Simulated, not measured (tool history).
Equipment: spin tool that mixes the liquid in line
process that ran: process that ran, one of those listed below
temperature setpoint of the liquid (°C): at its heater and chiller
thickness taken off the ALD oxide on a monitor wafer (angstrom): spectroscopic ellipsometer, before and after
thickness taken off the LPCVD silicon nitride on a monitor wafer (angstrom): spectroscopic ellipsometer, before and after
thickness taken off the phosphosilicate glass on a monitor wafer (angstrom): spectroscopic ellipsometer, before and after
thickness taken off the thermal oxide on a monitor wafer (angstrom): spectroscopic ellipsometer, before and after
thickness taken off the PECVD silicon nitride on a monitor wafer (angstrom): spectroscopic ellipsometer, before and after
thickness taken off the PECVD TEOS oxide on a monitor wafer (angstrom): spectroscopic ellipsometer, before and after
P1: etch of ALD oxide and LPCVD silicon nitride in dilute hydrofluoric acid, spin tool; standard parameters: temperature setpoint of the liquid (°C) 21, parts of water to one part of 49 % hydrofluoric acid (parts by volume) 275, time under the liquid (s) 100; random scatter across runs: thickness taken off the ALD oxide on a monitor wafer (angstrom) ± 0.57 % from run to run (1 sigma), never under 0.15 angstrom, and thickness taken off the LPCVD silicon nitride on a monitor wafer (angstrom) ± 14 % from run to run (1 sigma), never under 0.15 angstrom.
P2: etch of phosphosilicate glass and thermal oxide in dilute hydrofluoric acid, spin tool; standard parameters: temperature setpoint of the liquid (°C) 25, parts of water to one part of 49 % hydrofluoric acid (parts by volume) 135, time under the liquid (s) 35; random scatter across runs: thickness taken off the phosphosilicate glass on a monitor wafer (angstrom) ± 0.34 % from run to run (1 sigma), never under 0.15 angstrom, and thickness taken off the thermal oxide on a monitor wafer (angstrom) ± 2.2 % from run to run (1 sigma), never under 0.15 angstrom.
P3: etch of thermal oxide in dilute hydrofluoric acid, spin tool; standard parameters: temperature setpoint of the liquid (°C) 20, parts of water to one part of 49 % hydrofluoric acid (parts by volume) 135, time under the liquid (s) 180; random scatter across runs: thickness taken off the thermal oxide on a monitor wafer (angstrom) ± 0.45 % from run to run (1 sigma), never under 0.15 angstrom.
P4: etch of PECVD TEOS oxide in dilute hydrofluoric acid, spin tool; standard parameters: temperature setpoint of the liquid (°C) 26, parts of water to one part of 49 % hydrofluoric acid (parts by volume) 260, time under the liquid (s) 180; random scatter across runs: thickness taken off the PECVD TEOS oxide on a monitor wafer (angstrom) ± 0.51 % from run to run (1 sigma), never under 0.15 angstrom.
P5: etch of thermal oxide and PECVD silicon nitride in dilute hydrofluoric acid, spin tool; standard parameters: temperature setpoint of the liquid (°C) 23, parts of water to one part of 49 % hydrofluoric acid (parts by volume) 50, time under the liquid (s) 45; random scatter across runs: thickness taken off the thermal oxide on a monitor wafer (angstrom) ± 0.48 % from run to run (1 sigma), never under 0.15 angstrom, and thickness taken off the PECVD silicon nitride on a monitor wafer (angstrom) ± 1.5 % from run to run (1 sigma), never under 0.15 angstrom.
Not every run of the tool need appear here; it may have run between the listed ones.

| run | hour | process that ran | temperature setpoint of the liquid (°C) | parts of water to one part of 49 % hydrofluoric acid (parts by volume) | time under the liquid (s) | hours since the thermometer was replaced | hours since the hydrofluoric acid flow meter was replaced | thickness taken off the ALD oxide on a monitor wafer (angstrom) | thickness taken off the LPCVD silicon nitride on a monitor wafer (angstrom) | thickness taken off the phosphosilicate glass on a monitor wafer (angstrom) | thickness taken off the thermal oxide on a monitor wafer (angstrom) | thickness taken off the PECVD silicon nitride on a monitor wafer (angstrom) | thickness taken off the PECVD TEOS oxide on a monitor wafer (angstrom) |
|---|---|---|---|---|---|---|---|---|---|---|---|---|---|
| 1 | 6.4 | P1 | 21 | 275 | 100 | 360.7 | 490.1 | 89.426 | 1.7717 |  |  |  |  |
| 2 | 10.1 | P2 | 25 | 135 | 65 | 364.4 | 493.8 |  |  | 588.42 | 24.439 |  |  |
| 3 | 16 | P5 | 30.5 | 50 | 45 | 370.3 | 499.7 |  |  |  | 55.52 | 26.39 |  |
| 4 | 21.3 | P3 | 20 | 135 | 90 | 375.6 | 505 |  |  |  | 25.437 |  |  |
| 5 | 24.5 | P1 | 21 | 100 | 25 | 378.8 | 508.2 | 72.869 | 1.1301 |  |  |  |  |
| 6 | 30.9 | P2 | 25 | 190 | 35 | 385.2 | 514.6 |  |  | 212.03 | 8.9296 |  |  |
| 7 | 34.1 | P4 | 26 | 140 | 180 | 388.4 | 517.8 |  |  |  |  |  | 173.42 |
| 8 | 40.5 | P4 | 34 | 260 | 180 | 394.8 | 524.2 |  |  |  |  |  | 104.6 |
| 9 | 44.8 | P5 | 23 | 25 | 45 | 399.1 | 528.5 |  |  |  | 85.295 | 31.522 |  |
| 10 | 49.8 | P1 | 17.5 | 275 | 185 | 404.1 | 533.5 | 144.22 | 2.436 |  |  |  |  |
| 11 | 54 | P1 | 21 | 275 | 100 | 408.3 | 537.7 | 89.492 | 2.2916 |  |  |  |  |
| 12 | 57.9 | P2 | 25 | 135 | 35 | 412.2 | 541.6 |  |  | 316.73 | 13.279 |  |  |
| 13 | 61.9 | P3 | 20 | 220 | 180 | 416.2 | 545.6 |  |  |  | 28.879 |  |  |
| 14 | 66.5 | P1 | 17 | 370 | 100 | 420.8 | 550.2 | 52.792 | 0.90813 |  |  |  |  |
| 15 | 72.9 | P1 | 21 | 90 | 100 | 427.2 | 556.6 | 328.43 | 4.2702 |  |  |  |  |
| 16 | 76.9 | P2 | 25 | 135 | 35 | 431.2 | 560.6 |  |  | 316.25 | 13.047 |  |  |
| 17 | 81.3 | P4 | 26 | 260 | 180 | 435.6 | 565 |  |  |  |  |  | 81.356 |
| 18 | 85.2 | P2 | 19.5 | 135 | 35 | 439.5 | 568.9 |  |  | 255.17 | 10.525 |  |  |
| 19 | 91.7 | P1 | 21 | 275 | 100 | 446 | 575.4 | 89.541 | 1.7856 |  |  |  |  |
| 20 | 97.8 | P1 | 21 | 275 | 45 | 452.1 | 581.5 | 40.591 | 0.88245 |  |  |  |  |
| 21 | 101.1 | P5 | 23 | 50 | 45 | 455.4 | 584.8 |  |  |  | 41.132 | 15.973 |  |
| 22 | 106.8 | P1 | 21 | 275 | 155 | 461.1 | 590.5 | 138.52 | 1.8792 |  |  |  |  |
| 23 | 112.2 | P1 | 21 | 445 | 100 | 466.5 | 595.9 | 47.569 | 0.97833 |  |  |  |  |
| 24 | 117.7 | P3 | 23.5 | 135 | 180 | 472 | 601.4 |  |  |  | 58.518 |  |  |

Run 25 comes next. What will it give?
| 25 | 122.8 | P4 | 26 | 260 | 180 | 477.1 | 606.5 |  |  |  |  |  | ? |

thickness taken off the PECVD TEOS oxide on a monitor wafer (angstrom): 81.061

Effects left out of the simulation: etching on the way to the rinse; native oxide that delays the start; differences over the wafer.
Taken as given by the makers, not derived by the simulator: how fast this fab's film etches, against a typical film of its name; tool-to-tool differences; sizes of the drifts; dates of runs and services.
